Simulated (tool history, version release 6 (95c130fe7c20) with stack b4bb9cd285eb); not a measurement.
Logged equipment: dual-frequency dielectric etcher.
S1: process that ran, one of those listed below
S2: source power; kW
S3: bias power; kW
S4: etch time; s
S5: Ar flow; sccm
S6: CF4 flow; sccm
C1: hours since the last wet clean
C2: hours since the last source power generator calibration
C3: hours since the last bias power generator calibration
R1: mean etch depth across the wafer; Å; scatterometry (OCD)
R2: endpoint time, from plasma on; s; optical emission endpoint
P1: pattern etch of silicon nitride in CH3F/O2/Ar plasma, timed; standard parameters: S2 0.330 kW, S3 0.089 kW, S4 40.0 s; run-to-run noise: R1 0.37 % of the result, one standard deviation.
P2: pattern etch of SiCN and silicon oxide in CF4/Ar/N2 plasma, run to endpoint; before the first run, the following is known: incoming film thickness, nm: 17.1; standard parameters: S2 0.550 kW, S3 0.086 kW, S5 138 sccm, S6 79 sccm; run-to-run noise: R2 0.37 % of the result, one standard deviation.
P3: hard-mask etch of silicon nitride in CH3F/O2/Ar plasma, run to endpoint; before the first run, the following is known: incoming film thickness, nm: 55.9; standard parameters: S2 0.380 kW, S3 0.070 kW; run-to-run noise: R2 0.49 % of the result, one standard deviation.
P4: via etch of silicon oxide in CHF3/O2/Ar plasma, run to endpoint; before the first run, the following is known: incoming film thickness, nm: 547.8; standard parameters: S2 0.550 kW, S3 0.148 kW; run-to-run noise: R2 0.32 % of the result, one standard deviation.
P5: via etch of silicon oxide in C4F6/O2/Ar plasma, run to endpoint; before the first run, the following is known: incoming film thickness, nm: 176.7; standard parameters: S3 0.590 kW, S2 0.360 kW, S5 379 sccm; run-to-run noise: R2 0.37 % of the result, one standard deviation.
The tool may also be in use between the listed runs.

run 1 hour=9.8 | S1=P1 S2=0.330 S3=0.089 S4=40.0 | C1=324.1 C2=2317.8 C3=1965.6 | R1=285.70
run 2 hour=17.3 | S1=P2 S2=0.550 S3=0.110 S5=138 S6=79 | C1=331.6 C2=2325.3 C3=1973.1 | R2=14.626
run 3 hour=27.9 | S1=P2 S2=0.550 S3=0.086 S5=87 S6=79 | C1=342.2 C2=2335.9 C3=1983.7 | R2=15.000
run 4 hour=42.5 | S1=P1 S2=0.330 S3=0.089 S4=40.0 | C1=356.8 C2=2350.5 C3=1998.3 | R1=283.75
run 5 hour=53.9 | S1=P1 S2=0.270 S3=0.089 S4=40.0 | C1=368.2 C2=2361.9 C3=2009.7 | R1=266.06
run 6 hour=66.9 | S1=P4 S2=0.550 S3=0.198 | C1=381.2 C2=2374.9 C3=2022.7 | R2=272.870
run 7 hour=77.0 | S1=P4 S2=0.730 S3=0.148 | C1=391.3 C2=2385.0 C3=2032.8 | R2=270.070
run 8 hour=89.0 | S1=P3 S2=0.380 S3=0.070 | C1=403.3 C2=2397.0 C3=2044.8 | R2=82.656
run 9 hour=101.2 | S1=P1 S2=0.330 S3=0.089 S4=40.0 | C1=415.5 C2=2409.2 C3=2057.0 | R1=285.64
run 10 hour=112.9 | S1=P2 S2=0.550 S3=0.086 S5=138 S6=79 | C1=427.2 C2=2420.9 C3=2068.7 | R2=15.973
run 11 hour=120.1 | S1=P4 S2=0.550 S3=0.148 | C1=434.4 C2=2428.1 C3=2075.9 | R2=301.210
run 12 hour=129.0 | S1=P1 S2=0.330 S3=0.066 S4=40.0 | C1=443.3 C2=2437.0 C3=2084.8 | R1=256.50
run 13 hour=139.6 | S1=P2 S2=0.660 S3=0.086 S5=138 S6=79 | C1=453.9 C2=2447.6 C3=2095.4 | R2=13.634
run 14 hour=155.2 | S1=P1 S2=0.330 S3=0.089 S4=56.5 | C1=469.5 C2=2463.2 C3=2111.0 | R1=404.14
run 15 hour=167.3 | S1=P5 S2=0.360 S3=0.371 S5=379 | C1=481.6 C2=2475.3 C3=2123.1 | R2=47.952
run 16 hour=177.3 | S1=P3 S2=0.380 S3=0.095 | C1=491.6 C2=2485.3 C3=2133.1 | R2=73.865
run 17 hour=187.1 | S1=P1 S2=0.330 S3=0.089 S4=27.5 | C1=501.4 C2=2495.1 C3=2142.9 | R1=197.28
run 18 hour=199.3 | S1=P5 S2=0.360 S3=0.590 S5=305 | C1=513.6 C2=2507.3 C3=2155.1 | R2=38.953
run 19 hour=214.9 | S1=P5 S2=0.490 S3=0.590 S5=379 | C1=529.2 C2=2522.9 C3=2170.7 | R2=35.732
run 20 hour=226.9 | S1=P1 S2=0.330 S3=0.124 S4=40.0 | C1=541.2 C2=2534.9 C3=2182.7 | R1=322.90
run 21 hour=235.6 | S1=P1 S2=0.330 S3=0.089 S4=40.0 | C1=549.9 C2=2543.6 C3=2191.4 | R1=285.99
run 22 hour=246.4 | S1=P3 S2=0.210 S3=0.070 | C1=560.7 C2=2554.4 C3=2202.2 | R2=103.500
run 23 hour=256.7 | S1=P1 S2=0.330 S3=0.089 S4=40.0 | C1=571.0 C2=2564.7 C3=2212.5 | R1=284.06
run 24 hour=266.7 | S1=P2 S2=0.550 S3=0.086 S5=138 S6=100 | C1=581.0 C2=2574.7 C3=2222.5 | R2=15.388
run 25 hour=277.5 | S1=P1 S2=0.400 S3=0.089 S4=52.5 | C1=591.8 C2=2585.5 C3=2233.3 | R1=403.52
run 26 hour=284.9 | S1=P1 S2=0.430 S3=0.089 S4=40.0 | C1=599.2 C2=2592.9 C3=2240.7 | R1=314.86
run 27 hour=296.4 | S1=P5 S2=0.360 S3=0.590 S5=379 | C1=610.7 C2=2604.4 C3=2252.2 | R2=40.152
run 28 hour=307.2 | S1=P1 S2=0.330 S3=0.089 S4=40.0 | C1=621.5 C2=2615.2 C3=2263.0 | R1=286.97
run 29 hour=317.6 | S1=P1 S2=0.330 S3=0.089 S4=40.0 | C1=631.9 C2=2625.6 C3=2273.4 | R1=285.96
run 30 hour=330.1 | S1=P1 S2=0.330 S3=0.089 S4=40.0 | C1=644.4 C2=2638.1 C3=2285.9 | R1=283.63
run 31 hour=339.6 | S1=P1 S2=0.330 S3=0.089 S4=40.0 | C1=653.9 C2=2647.6 C3=2295.4 | R1=282.26
run 32 hour=350.0 | S1=P1 S2=0.330 S3=0.089 S4=40.0 | C1=664.3 C2=2658.0 C3=2305.8 | R1=281.29
-- hour=360.2 wet clean of the chamber
run 33 hour=365.6 | S1=P1 S2=0.330 S3=0.089 S4=40.0 | C1=5.4 C2=2673.6 C3=2321.4 | R1=280.12
run 34 hour=379.3 | S1=P1 S2=0.330 S3=0.089 S4=40.0 | C1=19.1 C2=2687.3 C3=2335.1 | R1=282.06
run 35 hour=390.7 | S1=P1 S2=0.330 S3=0.089 S4=40.0 | C1=30.5 C2=2698.7 C3=2346.5 | R1=282.45
run 36 hour=400.0 | S1=P1 S2=0.330 S3=0.089 S4=40.0 | C1=39.8 C2=2708.0 C3=2355.8 | R1=278.90

What P1 gives has crept off from where it sat before. The 2 causes that follow fit the log equally well, each at the size noted:
A: source power that arrives under what is set, % = 4.84
B: bias power that arrives under what is set, % = 4.99
At approximately hour 317.6, the process output began to creep.
Each remaining cause and why it is not a fit:
chamber walls in a state that lowers the etch rate, %: work on it at hour 360.2, done after the drift set in, did not restore what the process gave before

Of the 4 check runs listed below, each run on one wafer and each result written as a question mark, which would let you distinguish the listed causes because they would give clearly different results?
run check 1 hour=409.3 | S1=P3 S2=0.240 S3=0.070 | R2=?
run check 2 hour=409.3 | S1=P5 S2=0.360 S3=0.484 S5=379 | R2=?
run check 3 hour=409.3 | S1=P4 S2=0.630 S3=0.173 | R2=?
run check 4 hour=409.3 | S1=P2 S2=0.550 S3=0.086 S5=93 S6=79 | R2=?

What every check run would give for each of its results, assuming each possible cause in turn:
check=check_1 result=R2 if_A=100.570 if_B=100.510
check=check_2 result=R2 if_A=43.978 if_B=44.013
check=check_3 result=R2 if_A=277.030 if_B=276.440
check=check_4 result=R2 if_A=15.782 if_B=15.367
Separation of the two closest causes in each check, using whichever result separates them best: check 1 0.06 %; check 2 0.08 %; check 3 0.21 %; check 4 2.67 %
Check 4 tells the causes apart: in the others they would give nearly the same result.

Running check 4 produced the following: R2 15.793 s. Which one of the listed causes fits?

A is the cause: source power that arrives under what is set, %.
